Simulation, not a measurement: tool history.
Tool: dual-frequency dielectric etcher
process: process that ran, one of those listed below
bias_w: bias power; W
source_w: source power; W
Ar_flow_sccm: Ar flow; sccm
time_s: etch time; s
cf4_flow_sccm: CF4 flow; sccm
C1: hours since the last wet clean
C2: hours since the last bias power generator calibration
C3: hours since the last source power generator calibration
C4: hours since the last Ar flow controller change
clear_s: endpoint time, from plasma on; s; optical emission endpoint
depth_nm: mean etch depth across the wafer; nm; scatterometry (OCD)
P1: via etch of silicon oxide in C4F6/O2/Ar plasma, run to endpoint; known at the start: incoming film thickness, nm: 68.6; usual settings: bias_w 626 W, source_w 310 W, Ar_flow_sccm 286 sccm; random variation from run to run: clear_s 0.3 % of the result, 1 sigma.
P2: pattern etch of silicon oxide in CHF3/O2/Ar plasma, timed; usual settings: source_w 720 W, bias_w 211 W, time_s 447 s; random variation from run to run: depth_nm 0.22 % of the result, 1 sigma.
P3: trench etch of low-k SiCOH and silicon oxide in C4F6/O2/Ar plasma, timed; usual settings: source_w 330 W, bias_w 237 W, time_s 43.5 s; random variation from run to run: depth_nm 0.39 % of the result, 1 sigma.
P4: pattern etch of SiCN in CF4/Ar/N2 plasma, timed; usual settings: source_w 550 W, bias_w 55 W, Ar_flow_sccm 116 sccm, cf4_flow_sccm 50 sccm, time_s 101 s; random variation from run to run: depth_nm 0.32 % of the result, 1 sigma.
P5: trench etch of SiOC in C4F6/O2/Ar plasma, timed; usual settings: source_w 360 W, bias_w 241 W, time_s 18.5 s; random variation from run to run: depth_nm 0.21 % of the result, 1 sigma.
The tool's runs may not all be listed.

{"run": 1, "day": 0.138, "process": "P1", "bias_w": 626, "source_w": 310, "Ar_flow_sccm": 286, "C1": 369.7, "C2": 2785.8, "C3": 298.3, "C4": 1922.7, "clear_s": 15.262}
{"run": 2, "day": 0.267, "process": "P3", "bias_w": 237, "source_w": 330, "time_s": 43.5, "C1": 372.8, "C2": 2788.9, "C3": 301.4, "C4": 1925.8, "depth_nm": 139.39}
{"run": 3, "day": 0.517, "process": "P1", "bias_w": 626, "source_w": 440, "Ar_flow_sccm": 286, "C1": 378.8, "C2": 2794.9, "C3": 307.4, "C4": 1931.8, "clear_s": 13.437}
{"run": 4, "day": 0.758, "process": "P3", "bias_w": 237, "source_w": 330, "time_s": 24.5, "C1": 384.6, "C2": 2800.7, "C3": 313.2, "C4": 1937.6, "depth_nm": 78.446}
{"run": 5, "day": 0.962, "process": "P5", "bias_w": 168, "source_w": 360, "time_s": 18.5, "C1": 389.5, "C2": 2805.6, "C3": 318.1, "C4": 1942.5, "depth_nm": 37.226}
{"run": 6, "day": 1.117, "process": "P4", "bias_w": 55, "source_w": 550, "Ar_flow_sccm": 116, "time_s": 101, "cf4_flow_sccm": 35, "C1": 393.2, "C2": 2809.3, "C3": 321.8, "C4": 1946.2, "depth_nm": 81.44}
{"run": 7, "day": 1.3, "process": "P4", "bias_w": 55, "source_w": 550, "Ar_flow_sccm": 116, "time_s": 64, "cf4_flow_sccm": 50, "C1": 397.6, "C2": 2813.7, "C3": 326.2, "C4": 1950.6, "depth_nm": 55.439}
{"run": 8, "day": 1.483, "process": "P1", "bias_w": 626, "source_w": 310, "Ar_flow_sccm": 286, "C1": 402, "C2": 2818.1, "C3": 330.6, "C4": 1955, "clear_s": 15.288}
{"run": 9, "day": 1.604, "process": "P1", "bias_w": 626, "source_w": 400, "Ar_flow_sccm": 238, "C1": 404.9, "C2": 2821, "C3": 333.5, "C4": 1957.9, "clear_s": 13.632}
{"run": 10, "day": 1.808, "process": "P2", "bias_w": 211, "source_w": 720, "time_s": 447, "C1": 409.8, "C2": 2825.9, "C3": 338.4, "C4": 1962.8, "depth_nm": 966.82}
{"run": 11, "day": 2.042, "process": "P1", "bias_w": 782, "source_w": 310, "Ar_flow_sccm": 231, "C1": 415.4, "C2": 2831.5, "C3": 344, "C4": 1968.4, "clear_s": 13.691}
{"run": 12, "day": 2.179, "process": "P3", "bias_w": 237, "source_w": 330, "time_s": 43.5, "C1": 418.7, "C2": 2834.8, "C3": 347.3, "C4": 1971.7, "depth_nm": 139.21}
{"run": 13, "day": 2.388, "process": "P2", "bias_w": 211, "source_w": 720, "time_s": 560.5, "C1": 423.7, "C2": 2839.8, "C3": 352.3, "C4": 1976.7, "depth_nm": 1203.9}
{"run": 14, "day": 2.596, "process": "P1", "bias_w": 626, "source_w": 200, "Ar_flow_sccm": 286, "C1": 428.7, "C2": 2844.8, "C3": 357.3, "C4": 1981.7, "clear_s": 17.846}
{"day": 2.675, "done": "source power generator calibrated"}
{"run": 15, "day": 2.742, "process": "P1", "bias_w": 626, "source_w": 310, "Ar_flow_sccm": 286, "C1": 432.2, "C2": 2848.3, "C3": 1.7, "C4": 1985.2, "clear_s": 15.32}
{"run": 16, "day": 2.904, "process": "P2", "bias_w": 171, "source_w": 720, "time_s": 447, "C1": 436.1, "C2": 2852.2, "C3": 5.6, "C4": 1989.1, "depth_nm": 898.2}
{"run": 17, "day": 3.138, "process": "P1", "bias_w": 498, "source_w": 310, "Ar_flow_sccm": 286, "C1": 441.7, "C2": 2857.8, "C3": 11.2, "C4": 1994.7, "clear_s": 16.702}
{"run": 18, "day": 3.283, "process": "P4", "bias_w": 55, "source_w": 440, "Ar_flow_sccm": 116, "time_s": 101, "cf4_flow_sccm": 50, "C1": 445.2, "C2": 2861.3, "C3": 14.7, "C4": 1998.2, "depth_nm": 71.809}
{"run": 19, "day": 3.429, "process": "P4", "bias_w": 36, "source_w": 550, "Ar_flow_sccm": 116, "time_s": 101, "cf4_flow_sccm": 50, "C1": 448.7, "C2": 2864.8, "C3": 18.2, "C4": 2001.7, "depth_nm": 75.679}
{"day": 3.433, "done": "Ar flow controller replaced"}
{"run": 20, "day": 3.696, "process": "P3", "bias_w": 158, "source_w": 330, "time_s": 43.5, "C1": 455.1, "C2": 2871.2, "C3": 24.6, "C4": 6.3, "depth_nm": 122.82}
{"run": 21, "day": 3.958, "process": "P5", "bias_w": 241, "source_w": 220, "time_s": 18.5, "C1": 461.4, "C2": 2877.5, "C3": 30.9, "C4": 12.6, "depth_nm": 34.654}
{"run": 22, "day": 4.192, "process": "P2", "bias_w": 211, "source_w": 720, "time_s": 447, "C1": 467, "C2": 2883.1, "C3": 36.5, "C4": 18.2, "depth_nm": 965.77}
{"run": 23, "day": 4.342, "process": "P4", "bias_w": 55, "source_w": 550, "Ar_flow_sccm": 116, "time_s": 101, "cf4_flow_sccm": 50, "C1": 470.6, "C2": 2886.7, "C3": 40.1, "C4": 21.8, "depth_nm": 87.456}
{"run": 24, "day": 4.471, "process": "P3", "bias_w": 237, "source_w": 460, "time_s": 43.5, "C1": 473.7, "C2": 2889.8, "C3": 43.2, "C4": 24.9, "depth_nm": 159.84}
{"run": 25, "day": 4.633, "process": "P5", "bias_w": 241, "source_w": 360, "time_s": 11, "C1": 477.6, "C2": 2893.7, "C3": 47.1, "C4": 28.8, "depth_nm": 24.87}
{"run": 26, "day": 4.804, "process": "P4", "bias_w": 55, "source_w": 550, "Ar_flow_sccm": 72, "time_s": 101, "cf4_flow_sccm": 50, "C1": 481.7, "C2": 2897.8, "C3": 51.2, "C4": 32.9, "depth_nm": 95.179}
{"run": 27, "day": 5.033, "process": "P1", "bias_w": 626, "source_w": 310, "Ar_flow_sccm": 286, "C1": 487.2, "C2": 2903.3, "C3": 56.7, "C4": 38.4, "clear_s": 15.344}
{"run": 28, "day": 5.208, "process": "P1", "bias_w": 626, "source_w": 310, "Ar_flow_sccm": 381, "C1": 491.4, "C2": 2907.5, "C3": 60.9, "C4": 42.6, "clear_s": 15.869}
{"run": 29, "day": 5.408, "process": "P1", "bias_w": 496, "source_w": 400, "Ar_flow_sccm": 286, "C1": 496.2, "C2": 2912.3, "C3": 65.7, "C4": 47.4, "clear_s": 15.202}
{"run": 30, "day": 5.575, "process": "P1", "bias_w": 845, "source_w": 310, "Ar_flow_sccm": 286, "C1": 500.2, "C2": 2916.3, "C3": 69.7, "C4": 51.4, "clear_s": 13.496}
{"run": 31, "day": 5.812, "process": "P5", "bias_w": 241, "source_w": 360, "time_s": 18.5, "C1": 505.9, "C2": 2922, "C3": 75.4, "C4": 57.1, "depth_nm": 41.721}
{"run": 32, "day": 6.05, "process": "P2", "bias_w": 211, "source_w": 430, "time_s": 447, "C1": 511.6, "C2": 2927.7, "C3": 81.1, "C4": 62.8, "depth_nm": 795.28}
{"run": 33, "day": 6.188, "process": "P1", "bias_w": 626, "source_w": 310, "Ar_flow_sccm": 233, "C1": 514.9, "C2": 2931, "C3": 84.4, "C4": 66.1, "clear_s": 14.884}
{"run": 34, "day": 6.442, "process": "P1", "bias_w": 626, "source_w": 310, "Ar_flow_sccm": 286, "C1": 521, "C2": 2937.1, "C3": 90.5, "C4": 72.2, "clear_s": 15.231}
{"run": 35, "day": 6.571, "process": "P1", "bias_w": 626, "source_w": 310, "Ar_flow_sccm": 286, "C1": 524.1, "C2": 2940.2, "C3": 93.6, "C4": 75.3, "clear_s": 15.369}
{"run": 36, "day": 6.767, "process": "P1", "bias_w": 626, "source_w": 310, "Ar_flow_sccm": 286, "C1": 528.8, "C2": 2944.9, "C3": 98.3, "C4": 80, "clear_s": 15.321}
{"run": 37, "day": 6.921, "process": "P1", "bias_w": 626, "source_w": 310, "Ar_flow_sccm": 286, "C1": 532.5, "C2": 2948.6, "C3": 102, "C4": 83.7, "clear_s": 15.445}
{"day": 7.038, "done": "Ar flow controller replaced"}
{"run": 38, "day": 7.067, "process": "P1", "bias_w": 626, "source_w": 310, "Ar_flow_sccm": 286, "C1": 536, "C2": 2952.1, "C3": 105.5, "C4": 0.7, "clear_s": 15.419}
{"run": 39, "day": 7.204, "process": "P1", "bias_w": 626, "source_w": 310, "Ar_flow_sccm": 286, "C1": 539.3, "C2": 2955.4, "C3": 108.8, "C4": 4, "clear_s": 15.509}
{"day": 7.271, "done": "wet clean of the chamber"}
{"run": 40, "day": 7.429, "process": "P1", "bias_w": 626, "source_w": 310, "Ar_flow_sccm": 286, "C1": 3.9, "C2": 2960.8, "C3": 114.2, "C4": 9.4, "clear_s": 15.378}
{"run": 41, "day": 7.65, "process": "P1", "bias_w": 626, "source_w": 310, "Ar_flow_sccm": 286, "C1": 9.2, "C2": 2966.1, "C3": 119.5, "C4": 14.7, "clear_s": 15.46}
{"run": 42, "day": 7.817, "process": "P1", "bias_w": 626, "source_w": 310, "Ar_flow_sccm": 286, "C1": 13.2, "C2": 2970.1, "C3": 123.5, "C4": 18.7, "clear_s": 15.496}
{"run": 43, "day": 7.962, "process": "P1", "bias_w": 626, "source_w": 310, "Ar_flow_sccm": 286, "C1": 16.7, "C2": 2973.6, "C3": 127, "C4": 22.2, "clear_s": 15.551}
{"run": 44, "day": 8.117, "process": "P1", "bias_w": 626, "source_w": 310, "Ar_flow_sccm": 286, "C1": 20.4, "C2": 2977.3, "C3": 130.7, "C4": 25.9, "clear_s": 15.499}

What P1 gives has crept away from where it was. These 2 causes fit the log equally well, each at the size given:
A: bias power that arrives under what is set, % = 4.1
B: source power that arrives under what is set, % = 4.37
The creep began at about day 6.442.
Why every other cause is out:
chamber walls in a state that lowers the etch rate, %: serviced at day 7.271, which brought nothing back
Ar flow that arrives over what is set, %: serviced at day 7.038, which brought nothing back

4 check runs are offered, one wafer each, their results left as question marks. Which one tells the causes apart?
{"run": "check 1", "day": 8.271, "process": "P3", "bias_w": 237, "source_w": 460, "time_s": 26.5, "depth_nm": "?"}
{"run": "check 2", "day": 8.271, "process": "P2", "bias_w": 211, "source_w": 450, "time_s": 447, "depth_nm": "?"}
{"run": "check 3", "day": 8.271, "process": "P5", "bias_w": 175, "source_w": 220, "time_s": 18.5, "depth_nm": "?"}
{"run": "check 4", "day": 8.271, "process": "P4", "bias_w": 55, "source_w": 450, "Ar_flow_sccm": 116, "time_s": 81.5, "cf4_flow_sccm": 50, "depth_nm": "?"}

What each check would give under each cause:
check=check_1 result=depth_nm if_A=95.012 if_B=94.693
check=check_2 result=depth_nm if_A=794.58 if_B=792.91
check=check_3 result=depth_nm if_A=30.662 if_B=30.555
check=check_4 result=depth_nm if_A=58.274 if_B=56.877
How far apart the two closest causes lie, in the result that separates them most: check 1 0.34 %; check 2 0.21 %; check 3 0.35 %; check 4 2.43 %
Only check 4 tells the causes apart: in the others they would give nearly the same result.

Then check 4 was run and gave: depth_nm 56.886 nm. Which cause is it?

It is B: source power that arrives under what is set, %.
